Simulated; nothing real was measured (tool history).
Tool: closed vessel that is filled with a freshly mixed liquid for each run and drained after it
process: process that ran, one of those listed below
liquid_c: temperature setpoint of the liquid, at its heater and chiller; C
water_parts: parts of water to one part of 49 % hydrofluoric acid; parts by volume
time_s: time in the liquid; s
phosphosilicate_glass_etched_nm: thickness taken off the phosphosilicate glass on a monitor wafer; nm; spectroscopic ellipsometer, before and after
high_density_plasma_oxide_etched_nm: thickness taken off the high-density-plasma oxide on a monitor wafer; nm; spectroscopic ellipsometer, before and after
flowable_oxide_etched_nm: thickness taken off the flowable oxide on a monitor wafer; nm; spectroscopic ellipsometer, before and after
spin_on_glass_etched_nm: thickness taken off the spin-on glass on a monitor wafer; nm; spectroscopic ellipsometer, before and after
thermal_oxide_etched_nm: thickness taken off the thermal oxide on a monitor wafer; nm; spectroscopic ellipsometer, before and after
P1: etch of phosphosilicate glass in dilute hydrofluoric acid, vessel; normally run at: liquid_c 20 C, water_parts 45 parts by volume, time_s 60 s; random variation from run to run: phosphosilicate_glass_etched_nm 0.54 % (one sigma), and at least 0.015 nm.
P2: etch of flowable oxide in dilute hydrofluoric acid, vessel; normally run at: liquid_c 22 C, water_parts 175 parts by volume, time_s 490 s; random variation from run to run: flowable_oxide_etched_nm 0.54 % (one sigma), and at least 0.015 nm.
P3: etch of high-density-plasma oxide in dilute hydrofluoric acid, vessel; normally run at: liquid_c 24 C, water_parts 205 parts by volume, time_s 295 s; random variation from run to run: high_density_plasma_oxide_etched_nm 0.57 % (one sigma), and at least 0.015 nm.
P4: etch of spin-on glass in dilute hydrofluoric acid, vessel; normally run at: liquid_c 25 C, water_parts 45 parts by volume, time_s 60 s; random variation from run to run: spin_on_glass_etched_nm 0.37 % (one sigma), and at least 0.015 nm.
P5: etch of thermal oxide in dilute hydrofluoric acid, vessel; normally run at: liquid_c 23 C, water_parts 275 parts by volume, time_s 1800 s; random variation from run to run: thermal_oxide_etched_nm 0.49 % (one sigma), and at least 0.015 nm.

| run | day | process | liquid_c | water_parts | time_s | hours since the thermometer was replaced | hours since the hydrofluoric acid flow meter was replaced | phosphosilicate_glass_etched_nm | high_density_plasma_oxide_etched_nm | flowable_oxide_etched_nm | spin_on_glass_etched_nm | thermal_oxide_etched_nm |
|---|---|---|---|---|---|---|---|---|---|---|---|---|
| 1 | 0.488 | P1 | 20 | 45 | 60 | 1014.4 | 181.5 | 71.715 |  |  |  |  |
| 2 | 0.962 | P3 | 24 | 75 | 295 | 1025.8 | 192.9 |  | 20.814 |  |  |  |
| 3 | 1.458 | P2 | 22 | 175 | 490 | 1037.7 | 204.8 |  |  | 59.013 |  |  |
| 4 | 2.171 | P4 | 25 | 30 | 60 | 1054.8 | 221.9 |  |  |  | 66.355 |  |
| 5 | 2.567 | P4 | 25 | 45 | 60 | 1064.3 | 231.4 |  |  |  | 43.308 |  |
| 6 | 2.958 | P2 | 30 | 175 | 490 | 1073.7 | 240.8 |  |  | 79.137 |  |  |
| 7 | 3.517 | P2 | 22 | 175 | 490 | 1087.1 | 254.2 |  |  | 58.585 |  |  |
| 8 | 4.004 | P5 | 23 | 275 | 265 | 1098.8 | 265.9 |  |  |  |  | 3.7756 |
| 9 | 4.542 | P3 | 24 | 205 | 295 | 1111.7 | 278.8 |  | 6.6462 |  |  |  |
| 10 | 5.071 | P5 | 23 | 505 | 1800 | 1124.4 | 291.5 |  |  |  |  | 11.288 |
| 11 | 5.712 | P1 | 20 | 45 | 30 | 1139.8 | 306.9 | 35.485 |  |  |  |  |
| 12 | 6.283 | P1 | 20 | 75 | 60 | 1153.5 | 320.6 | 41.418 |  |  |  |  |
| 13 | 6.992 | P1 | 20 | 45 | 60 | 1170.5 | 337.6 | 71.422 |  |  |  |  |
| 14 | 7.721 | P5 | 23 | 275 | 1800 | 1188 | 355.1 |  |  |  |  | 25.747 |
| 15 | 8.108 | P1 | 20 | 45 | 90 | 1197.3 | 364.4 | 106.08 |  |  |  |  |
| 16 | 8.733 | P1 | 20 | 45 | 60 | 1212.3 | 379.4 | 71.568 |  |  |  |  |
| 17 | 9.188 | P5 | 31 | 275 | 1800 | 1223.2 | 390.3 |  |  |  |  | 33.621 |
| 18 | 9.825 | P1 | 17 | 45 | 60 | 1238.5 | 405.6 | 62.858 |  |  |  |  |
| 19 | 10.45 | P1 | 20 | 60 | 90 | 1253.5 | 420.6 | 78.707 |  |  |  |  |
| 20 | 10.854 | P3 | 24 | 205 | 40 | 1263.2 | 430.3 |  | 0.90866 |  |  |  |
| 21 | 11.271 | P1 | 17 | 45 | 115 | 1273.2 | 440.3 | 120.19 |  |  |  |  |
| 22 | 12.033 | P1 | 17 | 45 | 90 | 1291.5 | 458.6 | 95.081 |  |  |  |  |
| 23 | 12.667 | P1 | 27 | 45 | 60 | 1306.7 | 473.8 | 95.215 |  |  |  |  |
| 24 | 13.225 | P2 | 22 | 45 | 490 | 1320.1 | 487.2 |  |  | 266.29 |  |  |
| 25 | 13.717 | P1 | 20 | 45 | 60 | 1331.9 | 499 | 71.593 |  |  |  |  |
| 26 | 14.312 | P3 | 32 | 205 | 295 | 1346.2 | 513.3 |  | 8.7378 |  |  |  |
| 27 | 14.746 | P2 | 22 | 175 | 800 | 1356.6 | 523.7 |  |  | 96.263 |  |  |
| 28 | 15.488 | P4 | 25 | 45 | 105 | 1374.4 | 541.5 |  |  |  | 75.732 |  |
| 29 | 15.971 | P4 | 20.5 | 45 | 60 | 1386 | 553.1 |  |  |  | 35.915 |  |
| 30 | 16.696 | P1 | 20 | 20 | 60 | 1403.4 | 570.5 | 165.48 |  |  |  |  |
| 31 | 17.146 | P1 | 20 | 45 | 60 | 1414.2 | 581.3 | 71.168 |  |  |  |  |
| 32 | 17.658 | P1 | 20 | 45 | 60 | 1426.5 | 593.6 | 68.287 |  |  |  |  |
| 33 | 18.4 | P1 | 20 | 45 | 60 | 1444.3 | 611.4 | 66.547 |  |  |  |  |
| 34 | 18.962 | P1 | 20 | 45 | 60 | 1457.8 | 624.9 | 65.124 |  |  |  |  |
| 35 | 19.412 | P1 | 20 | 45 | 60 | 1468.6 | 635.7 | 64.917 |  |  |  |  |
| 36 | 20.129 | P1 | 20 | 45 | 60 | 1485.8 | 652.9 | 64.117 |  |  |  |  |
| 37 | 20.65 | P1 | 20 | 45 | 60 | 1498.3 | 665.4 | 64.461 |  |  |  |  |
| 38 | 21.05 | P1 | 20 | 45 | 60 | 1507.9 | 675 | 64.194 |  |  |  |  |

What P1 gives has crept away from where it was. These 2 causes fit the log equally well, each at the size given:
A: hydrofluoric acid flow below the setpoint (%) = 9.32
B: liquid colder than its thermometer reads (K) = 2.41
The creep began at about day 17.146.

4 check runs are offered, one wafer each, their results left as question marks. Which one tells the causes apart?
| check 1 | 21.45 | P2 | 22 | 65 | 705 |  |  |  |  | ? |  |  |
| check 2 | 21.45 | P4 | 25 | 30 | 85 |  |  |  |  |  | ? |  |
| check 3 | 21.45 | P5 | 31 | 420 | 1800 |  |  |  |  |  |  | ? |
| check 4 | 21.45 | P3 | 24 | 100 | 295 |  |  |  | ? |  |  |  |

What each check would give under each cause:
| check | result | if A | if B |
|---|---|---|---|
| check 1 | flowable_oxide_etched_nm | 233.09 | 234.35 |
| check 2 | spin_on_glass_etched_nm | 84.729 | 84.813 |
| check 3 | thermal_oxide_etched_nm | 16.338 | 17.486 |
| check 4 | high_density_plasma_oxide_etched_nm | 13.67 | 13.861 |
How far apart the two closest causes lie, in the result that separates them most: check 1 0.54 %; check 2 0.1 %; check 3 6.79 %; check 4 1.39 %
Check 3 tells the causes apart: in the others they would give nearly the same result.

Then check 3 was run and gave: thermal_oxide_etched_nm 17.487 nm. Which cause is it?

It is B: liquid colder than its thermometer reads (K).
